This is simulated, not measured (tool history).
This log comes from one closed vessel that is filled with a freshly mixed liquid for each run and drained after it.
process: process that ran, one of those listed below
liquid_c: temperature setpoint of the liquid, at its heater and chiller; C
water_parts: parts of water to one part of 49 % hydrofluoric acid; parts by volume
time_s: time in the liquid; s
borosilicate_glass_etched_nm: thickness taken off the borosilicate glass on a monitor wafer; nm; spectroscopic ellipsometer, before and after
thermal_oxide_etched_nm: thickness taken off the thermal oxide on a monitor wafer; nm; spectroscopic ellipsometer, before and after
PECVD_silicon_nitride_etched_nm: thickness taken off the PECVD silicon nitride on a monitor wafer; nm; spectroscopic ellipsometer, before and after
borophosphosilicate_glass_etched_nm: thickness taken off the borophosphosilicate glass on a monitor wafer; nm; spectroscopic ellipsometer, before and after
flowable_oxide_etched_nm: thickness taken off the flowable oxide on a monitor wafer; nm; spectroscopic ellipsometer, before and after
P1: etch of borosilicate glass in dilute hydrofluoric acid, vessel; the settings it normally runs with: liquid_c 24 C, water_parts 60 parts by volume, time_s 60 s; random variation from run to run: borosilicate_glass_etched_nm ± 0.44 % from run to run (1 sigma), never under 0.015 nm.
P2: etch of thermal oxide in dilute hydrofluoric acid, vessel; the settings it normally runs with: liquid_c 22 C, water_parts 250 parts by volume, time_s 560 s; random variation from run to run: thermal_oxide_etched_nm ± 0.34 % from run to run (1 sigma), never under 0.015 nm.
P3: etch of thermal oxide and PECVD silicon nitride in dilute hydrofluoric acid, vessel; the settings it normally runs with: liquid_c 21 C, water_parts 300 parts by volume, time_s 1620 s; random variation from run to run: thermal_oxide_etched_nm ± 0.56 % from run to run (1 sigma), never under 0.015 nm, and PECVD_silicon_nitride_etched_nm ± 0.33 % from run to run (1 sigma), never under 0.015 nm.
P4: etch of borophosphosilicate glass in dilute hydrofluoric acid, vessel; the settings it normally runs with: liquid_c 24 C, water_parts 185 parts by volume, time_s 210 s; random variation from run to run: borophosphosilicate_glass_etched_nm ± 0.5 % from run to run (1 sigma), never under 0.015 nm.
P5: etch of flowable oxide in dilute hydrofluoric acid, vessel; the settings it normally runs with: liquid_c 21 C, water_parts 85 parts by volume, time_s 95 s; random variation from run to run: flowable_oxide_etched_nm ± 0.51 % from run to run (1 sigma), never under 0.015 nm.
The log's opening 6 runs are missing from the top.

run,day,process,liquid_c,water_parts,time_s,borosilicate_glass_etched_nm,thermal_oxide_etched_nm,PECVD_silicon_nitride_etched_nm,borophosphosilicate_glass_etched_nm,flowable_oxide_etched_nm
7,2.483,P3,21,520,1620,,8.5846,15.753,,
8,2.788,P2,22,250,45,,0.68506,,,
9,3.254,P2,22,250,560,,8.633,,,
10,3.771,P1,24,60,60,21.065,,,,
11,4.117,P3,21,300,50,,0.5428,0.82827,,
12,4.575,P1,24,60,85,29.672,,,,
13,5.029,P4,24,105,210,,,,73.958,
14,5.375,P3,21,300,1620,,17.824,26.726,,
15,5.946,P5,21,145,95,,,,,11.606
16,6.462,P1,17,35,60,27.499,,,,
17,6.825,P1,24,60,60,21.006,,,,
18,7.233,P2,28,250,560,,10.66,,,
19,7.65,P4,24,185,30,,,,5.3948,
20,8.125,P1,30,60,60,26.425,,,,
21,8.508,P5,27,85,95,,,,,26.838
22,8.858,P1,18.5,60,60,16.743,,,,
23,9.383,P1,24,80,60,15.365,,,,
24,9.679,P3,28,300,1620,,22.582,41.013,,
# day 9.883: hydrofluoric acid flow meter replaced
25,10.046,P4,29.5,185,210,,,,46.579,

Estimate the outcome of run 26 from the log above:
26,10.35,P1,24,60,60,?,,,,

Run 26 came out at borosilicate_glass_etched_nm 20.974 nm.
